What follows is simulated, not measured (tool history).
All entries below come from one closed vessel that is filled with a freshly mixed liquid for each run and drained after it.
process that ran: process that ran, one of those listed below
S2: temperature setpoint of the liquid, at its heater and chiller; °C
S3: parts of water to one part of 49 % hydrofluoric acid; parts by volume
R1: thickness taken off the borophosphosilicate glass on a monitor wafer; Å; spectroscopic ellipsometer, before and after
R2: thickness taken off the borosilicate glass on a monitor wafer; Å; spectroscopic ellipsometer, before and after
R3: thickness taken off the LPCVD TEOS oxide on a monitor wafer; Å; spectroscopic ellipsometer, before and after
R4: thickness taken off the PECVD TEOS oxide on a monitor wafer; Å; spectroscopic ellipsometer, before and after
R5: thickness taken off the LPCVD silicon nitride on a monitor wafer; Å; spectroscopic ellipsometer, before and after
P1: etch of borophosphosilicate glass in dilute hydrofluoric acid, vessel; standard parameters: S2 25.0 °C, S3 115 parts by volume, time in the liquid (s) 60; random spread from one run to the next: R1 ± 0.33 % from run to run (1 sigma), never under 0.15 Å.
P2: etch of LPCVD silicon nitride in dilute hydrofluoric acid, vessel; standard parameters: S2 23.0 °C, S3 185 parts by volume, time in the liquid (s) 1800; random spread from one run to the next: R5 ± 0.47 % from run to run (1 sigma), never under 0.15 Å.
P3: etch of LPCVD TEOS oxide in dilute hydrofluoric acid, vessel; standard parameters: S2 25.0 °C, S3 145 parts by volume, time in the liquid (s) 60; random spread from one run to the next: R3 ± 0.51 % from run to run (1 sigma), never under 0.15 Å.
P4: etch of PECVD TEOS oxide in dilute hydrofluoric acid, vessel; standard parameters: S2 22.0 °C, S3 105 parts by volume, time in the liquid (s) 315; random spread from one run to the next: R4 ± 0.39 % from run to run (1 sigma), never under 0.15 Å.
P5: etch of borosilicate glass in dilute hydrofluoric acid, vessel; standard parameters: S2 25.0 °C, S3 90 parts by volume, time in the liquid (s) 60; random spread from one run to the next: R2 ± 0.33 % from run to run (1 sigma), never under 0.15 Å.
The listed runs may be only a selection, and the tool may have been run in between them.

{"run": 1, "day": 0.504, "process that ran": "P1", "S2": 25.0, "S3": 115, "time in the liquid (s)": 60, "R1": 316.64}
{"run": 2, "day": 1.192, "process that ran": "P1", "S2": 25.0, "S3": 115, "time in the liquid (s)": 60, "R1": 317.16}
{"run": 3, "day": 1.688, "process that ran": "P5", "S2": 25.0, "S3": 90, "time in the liquid (s)": 30, "R2": 58.786}
{"run": 4, "day": 2.096, "process that ran": "P1", "S2": 17.5, "S3": 115, "time in the liquid (s)": 60, "R1": 233.1}
{"run": 5, "day": 2.608, "process that ran": "P1", "S2": 25.0, "S3": 115, "time in the liquid (s)": 60, "R1": 315.3}
{"run": 6, "day": 2.958, "process that ran": "P1", "S2": 25.0, "S3": 210, "time in the liquid (s)": 60, "R1": 154.43}
{"run": 7, "day": 3.333, "process that ran": "P5", "S2": 25.0, "S3": 90, "time in the liquid (s)": 60, "R2": 116.63}
{"run": 8, "day": 3.971, "process that ran": "P3", "S2": 25.0, "S3": 45, "time in the liquid (s)": 60, "R3": 569.22}
{"run": 9, "day": 4.367, "process that ran": "P4", "S2": 22.0, "S3": 155, "time in the liquid (s)": 315, "R4": 288.7}
{"run": 10, "day": 4.996, "process that ran": "P1", "S2": 30.0, "S3": 115, "time in the liquid (s)": 60, "R1": 381.98}
{"run": 11, "day": 5.692, "process that ran": "P4", "S2": 22.0, "S3": 105, "time in the liquid (s)": 315, "R4": 446.51}
{"run": 12, "day": 6.208, "process that ran": "P5", "S2": 25.0, "S3": 90, "time in the liquid (s)": 60, "R2": 117.17}
{"run": 13, "day": 6.85, "process that ran": "P1", "S2": 17.0, "S3": 60, "time in the liquid (s)": 60, "R1": 467.61}
{"run": 14, "day": 7.288, "process that ran": "P1", "S2": 25.0, "S3": 115, "time in the liquid (s)": 60, "R1": 315.51}
{"run": 15, "day": 7.846, "process that ran": "P1", "S2": 25.0, "S3": 115, "time in the liquid (s)": 60, "R1": 315.15}
{"day": 8.217, "done": "hydrofluoric acid flow meter replaced"}
{"run": 16, "day": 8.358, "process that ran": "P2", "S2": 26.5, "S3": 185, "time in the liquid (s)": 1800, "R5": 56.692}
{"run": 17, "day": 8.829, "process that ran": "P1", "S2": 25.0, "S3": 60, "time in the liquid (s)": 60, "R1": 642.36}
{"run": 18, "day": 9.3, "process that ran": "P2", "S2": 23.0, "S3": 50, "time in the liquid (s)": 1800, "R5": 163.06}
{"run": 19, "day": 9.679, "process that ran": "P2", "S2": 23.0, "S3": 185, "time in the liquid (s)": 1800, "R5": 45.242}
{"run": 20, "day": 10.258, "process that ran": "P3", "S2": 25.0, "S3": 145, "time in the liquid (s)": 30, "R3": 77.167}
{"run": 21, "day": 10.929, "process that ran": "P5", "S2": 33.0, "S3": 90, "time in the liquid (s)": 60, "R2": 159.07}
{"run": 22, "day": 11.554, "process that ran": "P4", "S2": 27.5, "S3": 105, "time in the liquid (s)": 315, "R4": 557.89}
{"day": 11.708, "done": "thermometer replaced"}
{"run": 23, "day": 11.921, "process that ran": "P2", "S2": 23.0, "S3": 185, "time in the liquid (s)": 1800, "R5": 45.64}
{"run": 24, "day": 12.558, "process that ran": "P2", "S2": 23.0, "S3": 185, "time in the liquid (s)": 815, "R5": 20.367}
{"run": 25, "day": 13.158, "process that ran": "P1", "S2": 31.5, "S3": 115, "time in the liquid (s)": 30, "R1": 202.05}
{"run": 26, "day": 13.804, "process that ran": "P3", "S2": 25.0, "S3": 145, "time in the liquid (s)": 60, "R3": 155.49}
{"run": 27, "day": 14.217, "process that ran": "P3", "S2": 21.0, "S3": 145, "time in the liquid (s)": 60, "R3": 132.18}
{"run": 28, "day": 14.833, "process that ran": "P4", "S2": 22.0, "S3": 105, "time in the liquid (s)": 70, "R4": 99.755}
{"run": 29, "day": 15.45, "process that ran": "P1", "S2": 25.0, "S3": 115, "time in the liquid (s)": 60, "R1": 314.58}
{"run": 30, "day": 15.762, "process that ran": "P1", "S2": 25.0, "S3": 115, "time in the liquid (s)": 60, "R1": 315.3}
{"run": 31, "day": 16.117, "process that ran": "P1", "S2": 25.0, "S3": 115, "time in the liquid (s)": 105, "R1": 551.91}
{"run": 32, "day": 16.462, "process that ran": "P1", "S2": 25.0, "S3": 115, "time in the liquid (s)": 35, "R1": 183.29}
{"run": 33, "day": 16.817, "process that ran": "P5", "S2": 25.0, "S3": 30, "time in the liquid (s)": 60, "R2": 380.22}
{"run": 34, "day": 17.2, "process that ran": "P1", "S2": 25.0, "S3": 115, "time in the liquid (s)": 60, "R1": 316.09}
{"run": 35, "day": 17.696, "process that ran": "P1", "S2": 25.0, "S3": 115, "time in the liquid (s)": 60, "R1": 329.02}
{"run": 36, "day": 18.333, "process that ran": "P1", "S2": 25.0, "S3": 115, "time in the liquid (s)": 60, "R1": 337.99}
{"run": 37, "day": 18.858, "process that ran": "P1", "S2": 25.0, "S3": 115, "time in the liquid (s)": 60, "R1": 341.95}
{"run": 38, "day": 19.517, "process that ran": "P1", "S2": 25.0, "S3": 115, "time in the liquid (s)": 60, "R1": 342.88}
{"run": 39, "day": 19.979, "process that ran": "P1", "S2": 25.0, "S3": 115, "time in the liquid (s)": 60, "R1": 347.78}
{"run": 40, "day": 20.608, "process that ran": "P1", "S2": 25.0, "S3": 115, "time in the liquid (s)": 60, "R1": 346.3}

Something has made what P1 gives creep away from where it was; the 2 causes below, each at its own stated size, fit the log equally well:
A: hydrofluoric acid flow above the setpoint (%) = 8.59
B: liquid hotter than its thermometer reads (K) = 2.44
The creep began at about day 17.200.

Which of the 4 check runs listed below separates the causes, so that each cause would produce a clearly different result? Each run uses one wafer, and its results are marked with question marks.
{"run": "check 1", "day": 21.238, "process that ran": "P2", "S2": 23.0, "S3": 185, "time in the liquid (s)": 1800, "R5": "?"}
{"run": "check 2", "day": 21.238, "process that ran": "P4", "S2": 22.0, "S3": 105, "time in the liquid (s)": 315, "R4": "?"}
{"run": "check 3", "day": 21.238, "process that ran": "P3", "S2": 25.0, "S3": 145, "time in the liquid (s)": 60, "R3": "?"}
{"run": "check 4", "day": 21.238, "process that ran": "P5", "S2": 25.0, "S3": 90, "time in the liquid (s)": 60, "R2": "?"}

If the cause were each of the candidates in turn, the checks would give the following:
check=check_1 result=R5 if_A=48.976 if_B=52.723
check=check_2 result=R4 if_A=492.830 if_B=495.220
check=check_3 result=R3 if_A=170.950 if_B=170.180
check=check_4 result=R2 if_A=128.500 if_B=129.010
Per-check spread between the two closest causes, in the result where they differ most: check 1 7.37 %; check 2 0.48 %; check 3 0.45 %; check 4 0.39 %
Of the check runs offered, only check 1 discriminates between the causes; the rest would read about the same regardless of which cause applies.

The results of check 1 are: R5 53.152 Å. Based on these, which of the listed causes is it?

It was cause B: liquid hotter than its thermometer reads (K).
